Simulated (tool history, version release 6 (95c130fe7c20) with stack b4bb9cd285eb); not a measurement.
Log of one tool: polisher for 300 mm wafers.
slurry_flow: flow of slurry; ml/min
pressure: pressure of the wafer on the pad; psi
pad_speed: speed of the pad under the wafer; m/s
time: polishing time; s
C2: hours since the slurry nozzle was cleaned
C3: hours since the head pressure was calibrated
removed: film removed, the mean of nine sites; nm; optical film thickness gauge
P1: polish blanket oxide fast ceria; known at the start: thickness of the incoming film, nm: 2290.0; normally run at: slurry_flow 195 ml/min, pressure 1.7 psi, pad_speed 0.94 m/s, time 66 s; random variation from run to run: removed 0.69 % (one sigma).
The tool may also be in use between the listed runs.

{"run": 1, "day": 0.271, "slurry_flow": 195, "pressure": 1.7, "pad_speed": 0.94, "time": 66, "wafers polished on this pad": 518, "C2": 337.3, "C3": 351.5, "removed": 505.37}
{"run": 2, "day": 0.754, "slurry_flow": 195, "pressure": 1.7, "pad_speed": 0.94, "time": 32, "wafers polished on this pad": 645, "C2": 348.9, "C3": 363.1, "removed": 242.74}
{"run": 3, "day": 1.029, "slurry_flow": 265, "pressure": 1.7, "pad_speed": 0.94, "time": 95, "wafers polished on this pad": 717, "C2": 355.5, "C3": 369.7, "removed": 747.68}
{"run": 4, "day": 1.479, "slurry_flow": 195, "pressure": 1.7, "pad_speed": 0.94, "time": 66, "wafers polished on this pad": 835, "C2": 366.3, "C3": 380.5, "removed": 502.93}
{"run": 5, "day": 1.8, "slurry_flow": 195, "pressure": 1.7, "pad_speed": 0.44, "time": 66, "wafers polished on this pad": 919, "C2": 374, "C3": 388.2, "removed": 239.07}
{"run": 6, "day": 2.058, "slurry_flow": 195, "pressure": 1.7, "pad_speed": 0.94, "time": 103, "wafers polished on this pad": 987, "C2": 380.2, "C3": 394.4, "removed": 783.7}
{"run": 7, "day": 2.55, "slurry_flow": 250, "pressure": 1.7, "pad_speed": 0.94, "time": 66, "wafers polished on this pad": 1116, "C2": 392, "C3": 406.2, "removed": 516.66}
{"run": 8, "day": 2.933, "slurry_flow": 195, "pressure": 0.8, "pad_speed": 0.94, "time": 66, "wafers polished on this pad": 1217, "C2": 401.2, "C3": 415.4, "removed": 236.33}
{"run": 9, "day": 3.3, "slurry_flow": 115, "pressure": 1.7, "pad_speed": 0.94, "time": 66, "wafers polished on this pad": 1313, "C2": 410, "C3": 424.2, "removed": 460.36}
{"run": 10, "day": 3.712, "slurry_flow": 195, "pressure": 1.7, "pad_speed": 0.94, "time": 66, "wafers polished on this pad": 1421, "C2": 419.9, "C3": 434.1, "removed": 504.82}
{"day": 3.758, "done": "head pressure recalibrated"}
{"run": 11, "day": 4.179, "slurry_flow": 195, "pressure": 1.7, "pad_speed": 1.44, "time": 66, "wafers polished on this pad": 1543, "C2": 431.1, "C3": 10.2, "removed": 770.42}
{"run": 12, "day": 4.671, "slurry_flow": 195, "pressure": 1.7, "pad_speed": 0.94, "time": 66, "wafers polished on this pad": 1672, "C2": 442.9, "C3": 22, "removed": 499.1}
{"run": 13, "day": 5.029, "slurry_flow": 195, "pressure": 1.7, "pad_speed": 0.94, "time": 66, "wafers polished on this pad": 1766, "C2": 451.5, "C3": 30.6, "removed": 499.4}
{"run": 14, "day": 5.504, "slurry_flow": 195, "pressure": 2.5, "pad_speed": 0.94, "time": 66, "wafers polished on this pad": 1891, "C2": 462.9, "C3": 42, "removed": 741.23}
{"run": 15, "day": 5.738, "slurry_flow": 195, "pressure": 1.7, "pad_speed": 0.94, "time": 66, "wafers polished on this pad": 1952, "C2": 468.5, "C3": 47.6, "removed": 497.47}
{"run": 16, "day": 6.167, "slurry_flow": 195, "pressure": 1.7, "pad_speed": 0.94, "time": 66, "wafers polished on this pad": 2065, "C2": 478.8, "C3": 57.9, "removed": 482.94}
{"run": 17, "day": 6.517, "slurry_flow": 195, "pressure": 1.7, "pad_speed": 0.94, "time": 66, "wafers polished on this pad": 2157, "C2": 487.2, "C3": 66.3, "removed": 476.84}
{"run": 18, "day": 6.879, "slurry_flow": 195, "pressure": 1.7, "pad_speed": 0.94, "time": 66, "wafers polished on this pad": 2252, "C2": 495.9, "C3": 75, "removed": 468.08}
{"day": 6.983, "done": "worn pad replaced by a new one"}
{"run": 19, "day": 7.304, "slurry_flow": 195, "pressure": 1.7, "pad_speed": 0.94, "time": 66, "wafers polished on this pad": 84, "C2": 506.1, "C3": 85.2, "removed": 470.32}
{"run": 20, "day": 7.608, "slurry_flow": 195, "pressure": 1.7, "pad_speed": 0.94, "time": 66, "wafers polished on this pad": 164, "C2": 513.4, "C3": 92.5, "removed": 464.22}
{"run": 21, "day": 7.975, "slurry_flow": 195, "pressure": 1.7, "pad_speed": 0.94, "time": 66, "wafers polished on this pad": 260, "C2": 522.2, "C3": 101.3, "removed": 463.09}
{"run": 22, "day": 8.242, "slurry_flow": 195, "pressure": 1.7, "pad_speed": 0.94, "time": 66, "wafers polished on this pad": 330, "C2": 528.6, "C3": 107.7, "removed": 462.81}
{"run": 23, "day": 8.638, "slurry_flow": 195, "pressure": 1.7, "pad_speed": 0.94, "time": 66, "wafers polished on this pad": 434, "C2": 538.1, "C3": 117.2, "removed": 458.99}

What P1 gives has crept away from where it was. These 2 causes fit the log equally well, each at the size given:
A: head's pressure below its setpoint, % = 7.74
B: slurry flow missing at the pad, % = 38
The creep began at about day 5.738.
Why every other cause is out:
removal rate lost through wear of the pad, %: serviced at day 6.983, which brought nothing back

4 check runs are offered, each on 2 wafers whose results are averaged, their results left as question marks. Which one tells the causes apart?
{"run": "check 1", "day": 9.033, "slurry_flow": 195, "pressure": 1.7, "pad_speed": 1.44, "time": 96, "removed": "?"}
{"run": "check 2", "day": 9.033, "slurry_flow": 120, "pressure": 1.7, "pad_speed": 0.94, "time": 33, "removed": "?"}
{"run": "check 3", "day": 9.033, "slurry_flow": 195, "pressure": 2.3, "pad_speed": 0.94, "time": 66, "removed": "?"}
{"run": "check 4", "day": 9.033, "slurry_flow": 195, "pressure": 0.9, "pad_speed": 1.38, "time": 66, "removed": "?"}

What each check would give under each cause:
check=check_1 result=removed if_A=1032.8 if_B=1032.7
check=check_2 result=removed if_A=213.45 if_B=204.21
check=check_3 result=removed if_A=627.08 if_B=627.02
check=check_4 result=removed if_A=360.24 if_B=360.2
How far apart the two closest causes lie, in the result that separates them most: check 1 0.01 %; check 2 4.43 %; check 3 0.01 %; check 4 0.01 %
Check 2 tells the causes apart: in the others they would give nearly the same result.

Check 2 was then run and gave: removed 213.87 nm. Which cause is it?

It is A: head's pressure below its setpoint, %.
